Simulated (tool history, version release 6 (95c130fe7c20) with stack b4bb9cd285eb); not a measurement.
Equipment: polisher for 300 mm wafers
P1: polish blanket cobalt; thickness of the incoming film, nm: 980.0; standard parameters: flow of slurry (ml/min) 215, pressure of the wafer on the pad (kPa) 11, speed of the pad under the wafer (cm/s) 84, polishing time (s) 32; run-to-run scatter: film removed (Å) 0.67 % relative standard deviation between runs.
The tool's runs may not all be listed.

| run | hour | flow of slurry (ml/min) | pressure of the wafer on the pad (kPa) | speed of the pad under the wafer (cm/s) | polishing time (s) | wafers polished on this pad | hours since the slurry nozzle was cleaned | hours since the head pressure was calibrated | film removed (Å) |
|---|---|---|---|---|---|---|---|---|---|
| 1 | 6.7 | 215 | 11 | 84 | 32 | 443 | 74.8 | 518.6 | 1005 |
| 2 | 14.7 | 215 | 4.8 | 84 | 32 | 526 | 82.8 | 526.6 | 437.92 |
|  | 20.6 | head pressure recalibrated |
| 3 | 25.5 | 215 | 16.5 | 84 | 32 | 638 | 93.6 | 4.9 | 1498.6 |
| 4 | 31.5 | 215 | 11 | 84 | 32 | 700 | 99.6 | 10.9 | 1001 |
| 5 | 39 | 215 | 11 | 84 | 32 | 778 | 107.1 | 18.4 | 1006.2 |
| 6 | 49.3 | 215 | 11 | 84 | 15 | 884 | 117.4 | 28.7 | 470.38 |
| 7 | 58 | 265 | 11 | 84 | 22 | 975 | 126.1 | 37.4 | 706.03 |
| 8 | 68.9 | 215 | 11 | 84 | 32 | 1087 | 137 | 48.3 | 1007.7 |
| 9 | 77.9 | 330 | 11 | 84 | 32 | 1181 | 146 | 57.3 | 1051.7 |
| 10 | 83.9 | 215 | 11 | 84 | 41 | 1243 | 152 | 63.3 | 1298.7 |
| 11 | 93.3 | 130 | 11 | 84 | 32 | 1340 | 161.4 | 72.7 | 928.91 |
| 12 | 106 | 215 | 11 | 38 | 32 | 1472 | 174.1 | 85.4 | 448.57 |
| 13 | 113.6 | 215 | 14.5 | 84 | 40 | 1550 | 181.7 | 93 | 1640.6 |
| 14 | 124.8 | 215 | 11 | 84 | 32 | 1666 | 192.9 | 104.2 | 989.49 |
| 15 | 136.1 | 215 | 11 | 128 | 32 | 1783 | 204.2 | 115.5 | 1521.2 |

Run 16 comes next. What will it give?
| 16 | 142.9 | 215 | 11 | 84 | 32 | 1854 | 211 | 122.3 | ? |

{"run 16": {"film removed (Å)": 1001.1}}

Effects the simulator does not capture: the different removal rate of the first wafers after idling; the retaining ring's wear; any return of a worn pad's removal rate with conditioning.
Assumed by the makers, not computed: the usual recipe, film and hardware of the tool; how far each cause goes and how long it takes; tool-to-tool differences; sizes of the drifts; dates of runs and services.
